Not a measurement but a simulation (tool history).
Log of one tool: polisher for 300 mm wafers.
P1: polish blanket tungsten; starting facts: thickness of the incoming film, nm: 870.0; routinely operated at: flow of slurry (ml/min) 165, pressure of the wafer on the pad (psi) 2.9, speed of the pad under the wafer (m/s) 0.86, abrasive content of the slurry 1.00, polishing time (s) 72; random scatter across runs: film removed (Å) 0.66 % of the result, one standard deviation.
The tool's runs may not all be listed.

run	hour	flow of slurry (ml/min)	pressure of the wafer on the pad (psi)	speed of the pad under the wafer (m/s)	abrasive content of the slurry	polishing time (s)	wafers polished on this pad	hours since the slurry nozzle was cleaned	hours since the head pressure was calibrated	hours since the slurry blender was calibrated	hours since the slurry got fresh peroxide	film removed (Å)
1	7.4	165	2.9	0.86	1.00	72	335	157.0	280.0	191.1	75.2	2052.8
2	14.7	165	2.9	0.86	0.50	72	402	164.3	287.3	198.4	82.5	1744.3
3	21.5	100	2.9	0.86	1.00	72	464	171.1	294.1	205.2	89.3	1851.8
4	26.4	165	2.9	0.86	1.00	72	509	176.0	299.0	210.1	94.2	2031.1
5	30.4	120	2.9	0.86	1.00	102	546	180.0	303.0	214.1	98.2	2702.9
6	36.6	165	2.9	0.62	1.00	72	602	186.2	309.2	220.3	104.4	1468.9
7	44.2	165	2.9	0.86	1.00	72	672	193.8	316.8	227.9	112.0	2033.2
8	47.9	165	2.9	0.86	1.00	72	706	197.5	320.5	231.6	115.7	2029.0
9	52.8	165	1.5	0.86	1.00	72	750	202.4	325.4	236.5	120.6	1050.5
10	60.8	165	2.9	0.86	1.00	50	824	210.4	333.4	244.5	128.6	1418.5
11	68.4	165	2.9	0.86	1.00	72	893	218.0	341.0	252.1	136.2	2051.2
12	76.2	165	2.9	0.86	1.00	104	964	225.8	348.8	259.9	144.0	2944.2
13	82.5	165	4.2	0.86	1.00	72	1022	232.1	355.1	266.2	150.3	2929.3
14	88.3	165	2.9	0.86	1.00	72	1075	237.9	360.9	272.0	156.1	2052.1
15	92.8	165	2.9	0.86	1.25	72	1116	242.4	365.4	276.5	160.6	2141.4
16	100.2	260	2.9	0.86	1.00	72	1184	249.8	372.8	283.9	168.0	2153.0
17	105.1	165	2.9	1.12	1.00	72	1229	254.7	377.7	288.8	172.9	2610.1
18	110.8	165	2.9	0.86	1.00	72	1281	260.4	383.4	294.5	178.6	2050.5
19	118.1	165	2.9	0.86	1.00	72	1348	267.7	390.7	301.8	185.9	1966.5
20	122.1	165	2.9	0.86	1.00	72	1384	271.7	394.7	305.8	189.9	1932.9
21	126.4	165	2.9	0.86	1.00	72	1423	276.0	399.0	310.1	194.2	1909.6
# hour 126.6: worn pad replaced by a new one
# hour 128.7: slurry blender recalibrated
22	133.9	165	2.9	0.86	1.00	72	67	283.5	406.5	5.3	201.7	1891.4
# hour 134.5: head pressure recalibrated
23	139.3	165	2.9	0.86	1.00	72	116	288.9	4.9	10.7	207.1	1898.9
24	145.4	165	2.9	0.86	1.00	72	172	295.0	11.0	16.8	213.2	1852.9
25	150.2	165	2.9	0.86	1.00	72	216	299.8	15.8	21.6	218.0	1878.4

What P1 gives has crept off from where it sat before. The 2 causes that follow fit the log equally well, each at the size noted:
A: slurry flow missing at the pad, % = 34.5
B: peroxide lost from the slurry, % = 19
The drift started at roughly hour 110.8.
Other possible causes, and why each is ruled out:
removal rate lost through wear of the pad, %: work on it at hour 126.6, done after the drift set in, did not restore what the process gave before
head's pressure below its setpoint, %: work on it at hour 134.5, done after the drift set in, did not restore what the process gave before
abrasive missing from the slurry, %: work on it at hour 128.7, done after the drift set in, did not restore what the process gave before

4 check runs are offered, one wafer each, their results left as question marks. Which one tells the causes apart?
check 1	155.0	165	2.9	0.86	0.55	72						?
check 2	155.0	100	2.9	0.86	1.00	72						?
check 3	155.0	165	4.1	0.86	1.00	51						?
check 4	155.0	165	2.9	1.08	0.70	72						?

Expected result of each check under each candidate cause:
check	result	if A	if B
check 1	film removed (Å)	1632.8	1633.2
check 2	film removed (Å)	1617.2	1693.3
check 3	film removed (Å)	1875.6	1876.1
check 4	film removed (Å)	2164.9	2165.5
Separation of the two closest causes in each check, using whichever result separates them best: check 1 0.03 %; check 2 4.6 %; check 3 0.03 %; check 4 0.03 %
The causes can be told apart only by check 2. The other checks would give nearly the same results under each of them.

The results of check 2 are: film removed (Å) 1703.6. Based on these, which of the listed causes is it?

B is the cause: peroxide lost from the slurry, %.
